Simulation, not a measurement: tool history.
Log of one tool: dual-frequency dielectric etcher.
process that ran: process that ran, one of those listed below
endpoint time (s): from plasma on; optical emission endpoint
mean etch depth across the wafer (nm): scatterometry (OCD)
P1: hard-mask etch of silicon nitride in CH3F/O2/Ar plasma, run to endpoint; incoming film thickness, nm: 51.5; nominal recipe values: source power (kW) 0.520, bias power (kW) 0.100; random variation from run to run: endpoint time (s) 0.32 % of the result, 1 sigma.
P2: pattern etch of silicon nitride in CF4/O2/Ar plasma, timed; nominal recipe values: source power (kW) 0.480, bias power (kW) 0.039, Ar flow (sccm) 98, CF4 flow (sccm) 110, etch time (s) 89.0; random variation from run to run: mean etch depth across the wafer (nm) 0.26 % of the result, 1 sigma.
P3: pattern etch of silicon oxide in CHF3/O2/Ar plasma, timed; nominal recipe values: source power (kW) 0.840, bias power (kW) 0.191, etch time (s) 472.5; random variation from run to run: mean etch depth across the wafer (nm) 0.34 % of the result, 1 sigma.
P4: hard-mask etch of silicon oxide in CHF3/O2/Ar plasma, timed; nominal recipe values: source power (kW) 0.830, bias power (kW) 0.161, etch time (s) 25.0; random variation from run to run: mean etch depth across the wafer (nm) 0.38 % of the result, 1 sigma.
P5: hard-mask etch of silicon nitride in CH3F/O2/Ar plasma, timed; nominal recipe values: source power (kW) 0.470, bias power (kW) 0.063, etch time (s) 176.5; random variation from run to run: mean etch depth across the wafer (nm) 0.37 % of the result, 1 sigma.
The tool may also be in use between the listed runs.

| run | hour | process that ran | source power (kW) | bias power (kW) | Ar flow (sccm) | CF4 flow (sccm) | etch time (s) | hours since the last wet clean | hours since the last source power generator calibration | hours since the last bias power generator calibration | endpoint time (s) | mean etch depth across the wafer (nm) |
|---|---|---|---|---|---|---|---|---|---|---|---|---|
| 1 | 5.0 | P1 | 0.520 | 0.100 |  |  |  | 323.2 | 882.7 | 2175.5 | 61.151 |  |
| 2 | 12.3 | P2 | 0.480 | 0.025 | 98 | 110 | 89.0 | 330.5 | 890.0 | 2182.8 |  | 130.650 |
| 3 | 18.4 | P4 | 0.600 | 0.161 |  |  | 25.0 | 336.6 | 896.1 | 2188.9 |  | 48.233 |
| 4 | 25.6 | P2 | 0.480 | 0.039 | 98 | 110 | 89.0 | 343.8 | 903.3 | 2196.1 |  | 150.490 |
| 5 | 34.0 | P5 | 0.470 | 0.063 |  |  | 176.5 | 352.2 | 911.7 | 2204.5 |  | 124.220 |
| 6 | 37.9 | P3 | 0.840 | 0.191 |  |  | 581.0 | 356.1 | 915.6 | 2208.4 |  | 1323.100 |
| 7 | 45.1 | P3 | 0.840 | 0.191 |  |  | 472.5 | 363.3 | 922.8 | 2215.6 |  | 1077.600 |
| 8 | 52.8 | P4 | 0.830 | 0.161 |  |  | 16.0 | 371.0 | 930.5 | 2223.3 |  | 34.815 |
| 9 | 57.5 | P5 | 0.470 | 0.079 |  |  | 176.5 | 375.7 | 935.2 | 2228.0 |  | 133.500 |
| 10 | 65.2 | P4 | 0.830 | 0.192 |  |  | 25.0 | 383.4 | 942.9 | 2235.7 |  | 57.362 |
| 11 | 71.9 | P1 | 0.600 | 0.077 |  |  |  | 390.1 | 949.6 | 2242.4 | 63.351 |  |
| 12 | 79.7 | P2 | 0.480 | 0.039 | 98 | 146 | 89.0 | 397.9 | 957.4 | 2250.2 |  | 155.050 |
| 13 | 84.4 | P5 | 0.470 | 0.063 |  |  | 176.5 | 402.6 | 962.1 | 2254.9 |  | 124.130 |
| 14 | 91.1 | P1 | 0.520 | 0.100 |  |  |  | 409.3 | 968.8 | 2261.6 | 60.853 |  |
| 15 | 98.5 | P2 | 0.480 | 0.039 | 73 | 110 | 89.0 | 416.7 | 976.2 | 2269.0 |  | 155.480 |
| 16 | 103.0 | P1 | 0.520 | 0.082 |  |  |  | 421.2 | 980.7 | 2273.5 | 65.629 |  |
| 17 | 108.9 | P1 | 0.520 | 0.100 |  |  |  | 427.1 | 986.6 | 2279.4 | 60.856 |  |
| 18 | 113.0 | P1 | 0.340 | 0.065 |  |  |  | 431.2 | 990.7 | 2283.5 | 83.725 |  |
| 19 | 118.6 | P5 | 0.570 | 0.063 |  |  | 176.5 | 436.8 | 996.3 | 2289.1 |  | 133.410 |
| 20 | 125.6 | P4 | 0.830 | 0.161 |  |  | 25.0 | 443.8 | 1003.3 | 2296.1 |  | 54.484 |
| 21 | 130.0 | P3 | 0.840 | 0.243 |  |  | 472.5 | 448.2 | 1007.7 | 2300.5 |  | 1162.200 |
| 22 | 136.1 | P1 | 0.520 | 0.135 |  |  |  | 454.3 | 1013.8 | 2306.6 | 54.745 |  |
| 23 | 141.4 | P1 | 0.700 | 0.066 |  |  |  | 459.6 | 1019.1 | 2311.9 | 62.925 |  |
|  | 148.7 | wet clean of the chamber |
| 24 | 149.2 | P1 | 0.630 | 0.100 |  |  |  | 0.6 | 1026.9 | 2319.7 | 57.229 |  |
| 25 | 157.1 | P5 | 0.470 | 0.063 |  |  | 263.0 | 8.5 | 1034.8 | 2327.6 |  | 185.720 |
| 26 | 162.6 | P2 | 0.310 | 0.039 | 98 | 110 | 89.0 | 14.0 | 1040.3 | 2333.1 |  | 102.510 |
| 27 | 168.4 | P2 | 0.480 | 0.039 | 98 | 110 | 67.0 | 19.8 | 1046.1 | 2338.9 |  | 113.190 |
| 28 | 175.0 | P1 | 0.520 | 0.100 |  |  |  | 26.4 | 1052.7 | 2345.5 | 61.342 |  |
| 29 | 179.2 | P3 | 0.640 | 0.191 |  |  | 472.5 | 30.6 | 1056.9 | 2349.7 |  | 968.080 |
| 30 | 187.3 | P1 | 0.410 | 0.100 |  |  |  | 38.7 | 1065.0 | 2357.8 | 66.591 |  |
| 31 | 193.0 | P1 | 0.520 | 0.100 |  |  |  | 44.4 | 1070.7 | 2363.5 | 61.124 |  |
| 32 | 197.6 | P1 | 0.520 | 0.100 |  |  |  | 49.0 | 1075.3 | 2368.1 | 60.593 |  |
| 33 | 204.9 | P1 | 0.520 | 0.100 |  |  |  | 56.3 | 1082.6 | 2375.4 | 60.786 |  |
| 34 | 210.9 | P1 | 0.520 | 0.100 |  |  |  | 62.3 | 1088.6 | 2381.4 | 60.369 |  |
| 35 | 215.2 | P1 | 0.520 | 0.100 |  |  |  | 66.6 | 1092.9 | 2385.7 | 60.296 |  |
| 36 | 221.2 | P1 | 0.520 | 0.100 |  |  |  | 72.6 | 1098.9 | 2391.7 | 60.360 |  |
|  | 221.3 | wet clean of the chamber |
| 37 | 227.4 | P1 | 0.520 | 0.100 |  |  |  | 6.2 | 1105.1 | 2397.9 | 60.351 |  |
| 38 | 232.3 | P1 | 0.520 | 0.100 |  |  |  | 11.1 | 1110.0 | 2402.8 | 60.327 |  |
| 39 | 238.7 | P1 | 0.520 | 0.100 |  |  |  | 17.5 | 1116.4 | 2409.2 | 60.270 |  |
| 40 | 246.8 | P1 | 0.520 | 0.100 |  |  |  | 25.6 | 1124.5 | 2417.3 | 60.098 |  |

What P1 gives has crept away from where it was. These 2 causes fit the log equally well, each at the size given:
A: bias power that arrives over what is set, % = 4.48
B: source power that arrives over what is set, % = 4.33
The drift started at roughly hour 193.0.
Ruled out, with reasons:
chamber walls in a state that raises the etch rate, %: was serviced at hour 221.3, once the creep was under way, yet the earlier output never came back

Consider the 4 single-wafer check runs listed below, results given as question marks: which one distinguishes between the causes by giving clearly different results for each?
| check 1 | 254.9 | P3 | 0.840 | 0.191 |  |  | 472.5 |  |  |  |  | ? |
| check 2 | 254.9 | P4 | 0.830 | 0.161 |  |  | 25.0 |  |  |  |  | ? |
| check 3 | 254.9 | P2 | 0.480 | 0.039 | 98 | 110 | 89.0 |  |  |  |  | ? |
| check 4 | 254.9 | P5 | 0.470 | 0.063 |  |  | 176.5 |  |  |  |  | ? |

What each check would give under each cause:
| check | result | if A | if B |
|---|---|---|---|
| check 1 | mean etch depth across the wafer (nm) | 1089.600 | 1091.400 |
| check 2 | mean etch depth across the wafer (nm) | 55.281 | 55.410 |
| check 3 | mean etch depth across the wafer (nm) | 152.530 | 155.900 |
| check 4 | mean etch depth across the wafer (nm) | 125.680 | 125.910 |
Per check, the gap between the least separated pair of causes, taken in the result that splits them most: check 1 0.17 %; check 2 0.23 %; check 3 2.19 %; check 4 0.18 %
Check 3 distinguishes between the causes, while the remaining checks would return nearly the same result for all of them.

Then check 3 was run and gave: mean etch depth across the wafer (nm) 156.070. Which cause is it?

The cause is B: source power that arrives over what is set, %.
